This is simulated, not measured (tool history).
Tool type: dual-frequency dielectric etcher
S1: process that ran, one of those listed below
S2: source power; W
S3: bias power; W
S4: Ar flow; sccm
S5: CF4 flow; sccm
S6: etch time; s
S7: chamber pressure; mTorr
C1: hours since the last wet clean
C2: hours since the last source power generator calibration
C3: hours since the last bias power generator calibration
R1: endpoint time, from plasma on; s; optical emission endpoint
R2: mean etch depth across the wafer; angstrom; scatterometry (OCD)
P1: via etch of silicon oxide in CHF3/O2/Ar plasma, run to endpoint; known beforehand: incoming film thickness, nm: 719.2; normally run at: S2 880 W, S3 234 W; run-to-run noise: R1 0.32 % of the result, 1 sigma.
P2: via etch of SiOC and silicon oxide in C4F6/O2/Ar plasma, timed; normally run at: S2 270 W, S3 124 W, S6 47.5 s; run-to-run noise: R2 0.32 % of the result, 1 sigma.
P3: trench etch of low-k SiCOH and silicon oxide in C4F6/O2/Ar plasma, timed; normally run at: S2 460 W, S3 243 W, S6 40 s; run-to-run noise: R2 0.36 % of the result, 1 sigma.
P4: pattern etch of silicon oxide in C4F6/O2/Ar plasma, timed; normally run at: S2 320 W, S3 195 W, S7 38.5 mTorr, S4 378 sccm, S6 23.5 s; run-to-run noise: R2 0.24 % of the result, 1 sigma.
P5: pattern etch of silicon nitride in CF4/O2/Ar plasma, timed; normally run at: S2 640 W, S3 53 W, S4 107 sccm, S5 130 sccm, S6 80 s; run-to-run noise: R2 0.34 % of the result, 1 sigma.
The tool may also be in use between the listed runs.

run	hour	S1	S2	S3	S4	S5	S6	S7	C1	C2	C3	R1	R2
1	4.5	P1	880	234					127.7	2283.7	1524.3	275.53	
2	11.3	P1	880	234					134.5	2290.5	1531.1	275.14	
3	18.4	P5	640	34	107	130	80		141.6	2297.6	1538.2		1711.8
4	24.8	P1	1240	234					148	2304	1544.6	241.45	
5	28.9	P4	320	126	378		23.5	38.5	152.1	2308.1	1548.7		576.47
6	33.6	P5	640	53	145	130	80		156.8	2312.8	1553.4		1918.4
7	37.3	P5	640	53	107	130	104		160.5	2316.5	1557.1		2576.7
8	41.1	P1	880	138					164.3	2320.3	1560.9	327.43	
9	47.7	P4	320	195	378		23.5	38.5	170.9	2326.9	1567.5		662.72
10	54.5	P4	390	195	378		23.5	38.5	177.7	2333.7	1574.3		714.96
11	61.1	P3	460	243			40		184.3	2340.3	1580.9		1474.6
12	65.6	P1	1220	182					188.8	2344.8	1585.4	263.81	
13	73.3	P3	460	190			40		196.5	2352.5	1593.1		1366.5
14	79.7	P4	320	195	378		23.5	28	202.9	2358.9	1599.5		692.25
15	86.2	P3	460	243			40		209.4	2365.4	1606		1472.4
16	91.3	P3	460	243			56		214.5	2370.5	1611.1		2062.9
17	96.1	P2	270	96			47.5		219.3	2375.3	1615.9		383.54
18	102.7	P2	270	124			47.5		225.9	2381.9	1622.5		414.08
19	110.1	P5	850	53	107	130	80		233.3	2389.3	1629.9		2550.5
20	116.9	P5	640	53	107	184	80		240.1	2396.1	1636.7		2073.2
21	122.1	P1	880	234					245.3	2401.3	1641.9	273.46	
22	128.5	P5	640	53	107	130	80		251.7	2407.7	1648.3		1989.8
23	133.8	P1	880	303					257	2413	1653.6	251.34	
24	141.3	P3	610	243			40		264.5	2420.5	1661.1		1638.3
25	146.1	P4	320	195	378		13	38.5	269.3	2425.3	1665.9		366.3
26	152	P2	380	124			47.5		275.2	2431.2	1671.8		475.53
27	159.9	P1	880	234					283.1	2439.1	1679.7	275.36	
28	165.6	P4	320	195	237		23.5	38.5	288.8	2444.8	1685.4		699.66
29	172.6	P1	880	234					295.8	2451.8	1692.4	275.85	
30	177.6	P2	270	124			65		300.8	2456.8	1697.4		565.81
31	184	P2	270	124			47.5		307.2	2463.2	1703.8		415.39
32	188	P1	1190	319					311.2	2467.2	1707.8	219.15	
33	195.6	P1	880	234					318.8	2474.8	1715.4	273.38	
34	200.4	P1	880	234					323.6	2479.6	1720.2	274.89	
35	204.4	P1	510	234					327.6	2483.6	1724.2	338.1	
36	208.1	P4	320	195	378		23.5	38.5	331.3	2487.3	1727.9		663.59
37	212.2	P1	880	234					335.4	2491.4	1732	274.62	
38	216.1	P1	880	234					339.3	2495.3	1735.9	276.59	
39	222.7	P1	880	234					345.9	2501.9	1742.5	278.05	
40	227	P1	880	234					350.2	2506.2	1746.8	275.81	
41	232.3	P1	880	234					355.5	2511.5	1752.1	277.1	
42	237.7	P1	880	234					360.9	2516.9	1757.5	277.58	
43	241.2	P1	880	234					364.4	2520.4	1761	278.69	
44	248.7	P1	880	234					371.9	2527.9	1768.5	280.52	
45	255.2	P1	880	234					378.4	2534.4	1775	277.3	
# hour 258.1: wet clean of the chamber
46	260.9	P1	880	234					2.8	2540.1	1780.7	278.66	
47	266.3	P1	880	234					8.2	2545.5	1786.1	279.9	
48	274.2	P1	880	234					16.1	2553.4	1794	279.18	

P1 has crept away from where it was. The log is fitted equally well by each of these 2 causes, at the sizes shown:
A: source power that arrives under what is set, % = 4.15
B: bias power that arrives under what is set, % = 4.58
The onset of the drift is placed at about hour 212.2.
What rules out each remaining cause:
chamber walls in a state that lowers the etch rate, %: serviced at hour 258.1, after the drift had started, without restoring the earlier output

Consider the 4 check runs below, whose results appear as question marks and each of which averages 2 wafers. Which one distinguishes the causes, in that each cause would give it a clearly different result?
check 1	282.1	P3	570	243			55						?
check 2	282.1	P4	320	126	378		13	38.5					?
check 3	282.1	P5	640	53	107	152	80						?
check 4	282.1	P2	340	124			62.5						?

What each check would give under each cause:
check	result	if A	if B
check 1	R2	2161.8	2164.1
check 2	R2	315.08	316.03
check 3	R2	1950.2	1990.6
check 4	R2	585.64	587.25
Separation of the two closest causes in each check, using whichever result separates them best: check 1 0.1 %; check 2 0.3 %; check 3 2.05 %; check 4 0.28 %
Check 3 tells the causes apart: in the others they would give nearly the same result.

The results of check 3 are: R2 1985.4 angstrom. Based on these, which of the listed causes is it?

The correct cause is B, namely: bias power that arrives under what is set, %.
